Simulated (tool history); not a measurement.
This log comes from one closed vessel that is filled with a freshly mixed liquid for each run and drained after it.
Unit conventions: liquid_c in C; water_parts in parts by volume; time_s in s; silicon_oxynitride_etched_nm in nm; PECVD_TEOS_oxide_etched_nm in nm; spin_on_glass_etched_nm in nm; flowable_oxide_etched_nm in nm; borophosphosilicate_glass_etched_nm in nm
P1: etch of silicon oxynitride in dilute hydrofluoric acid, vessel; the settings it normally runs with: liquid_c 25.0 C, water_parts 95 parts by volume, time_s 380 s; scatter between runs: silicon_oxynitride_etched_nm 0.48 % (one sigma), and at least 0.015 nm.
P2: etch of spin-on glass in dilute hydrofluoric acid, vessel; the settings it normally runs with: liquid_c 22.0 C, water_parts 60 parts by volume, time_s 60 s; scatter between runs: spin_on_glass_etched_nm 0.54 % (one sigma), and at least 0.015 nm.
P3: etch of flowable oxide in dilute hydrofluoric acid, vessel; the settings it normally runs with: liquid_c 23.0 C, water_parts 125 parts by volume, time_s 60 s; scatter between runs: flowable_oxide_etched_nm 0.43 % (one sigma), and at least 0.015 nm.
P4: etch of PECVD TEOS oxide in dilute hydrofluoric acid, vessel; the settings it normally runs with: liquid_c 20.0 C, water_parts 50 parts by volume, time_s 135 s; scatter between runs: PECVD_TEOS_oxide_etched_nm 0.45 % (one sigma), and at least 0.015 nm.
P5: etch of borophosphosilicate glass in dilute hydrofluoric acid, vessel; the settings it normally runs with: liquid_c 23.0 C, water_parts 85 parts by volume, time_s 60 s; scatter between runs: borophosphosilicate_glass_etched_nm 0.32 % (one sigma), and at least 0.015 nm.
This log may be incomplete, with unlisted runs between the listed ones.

run	hour	process	liquid_c	water_parts	time_s	hours since the thermometer was replaced	hours since the hydrofluoric acid flow meter was replaced	silicon_oxynitride_etched_nm	PECVD_TEOS_oxide_etched_nm	spin_on_glass_etched_nm	flowable_oxide_etched_nm	borophosphosilicate_glass_etched_nm
1	4.9	P1	25.0	95	380	357.3	764.6	13.6150				
2	10.1	P4	20.0	50	135	362.5	769.8		51.882			
3	14.2	P2	22.0	60	60	366.6	773.9			23.248		
4	19.1	P1	20.5	95	380	371.5	778.8	10.8850				
5	24.2	P1	25.0	95	165	376.6	783.9	5.8529				
6	29.4	P4	20.0	50	200	381.8	789.1		76.940			
7	33.9	P3	23.0	125	60	386.3	793.6				23.043	
8	39.6	P4	20.0	50	135	392.0	799.3		52.200			
9	47.2	P1	25.0	95	380	399.6	806.9	13.5800				
10	53.2	P1	25.0	95	590	405.6	812.9	21.1580				
11	61.6	P1	29.5	95	380	414.0	821.3	16.5750				
12	69.6	P1	25.0	95	380	422.0	829.3	13.5760				
13	73.8	P4	28.5	50	135	426.2	833.5		73.741			
14	78.8	P5	17.0	85	60	431.2	838.5					26.632
15	84.8	P2	22.0	60	105	437.2	844.5			40.002		
16	89.3	P5	23.0	25	60	441.7	849.0					125.630
17	95.7	P3	23.0	205	60	448.1	855.4				12.859	
18	100.7	P2	22.0	60	60	453.1	860.4			22.900		
19	108.7	P1	25.0	95	380	461.1	868.4	13.5740				
20	117.1	P3	23.0	125	105	469.5	876.8				40.182	
21	122.6	P1	25.0	55	590	475.0	882.3	37.6290				
22	128.8	P3	30.5	125	60	481.2	888.5				30.433	
23	136.5	P5	23.0	85	95	488.9	896.2					54.185
24	144.5	P1	25.0	95	380	496.9	904.2	13.5950				
25	150.3	P2	22.0	20	60	502.7	910.0			72.272		
26	157.0	P2	17.0	60	60	509.4	916.7			18.787		
27	161.4	P3	23.0	125	60	513.8	921.1				22.904	
# hour 165.1: thermometer replaced
28	170.2	P1	25.0	45	380	5.2	929.9	29.7950				
29	175.9	P4	20.0	20	135	10.9	935.6		134.940			
30	184.5	P1	25.0	170	380	19.5	944.2	7.1073				
31	189.9	P5	23.0	85	60	24.9	949.6					34.245
32	195.8	P1	25.0	95	380	30.8	955.5	13.5450				
33	199.8	P1	25.0	95	380	34.8	959.5	13.8770				

Run 34 is up next; what results do you expect?
34	207.2	P1	25.0	95	380	42.2	966.9	?				

{"run 34": {"silicon_oxynitride_etched_nm": 14.31}}
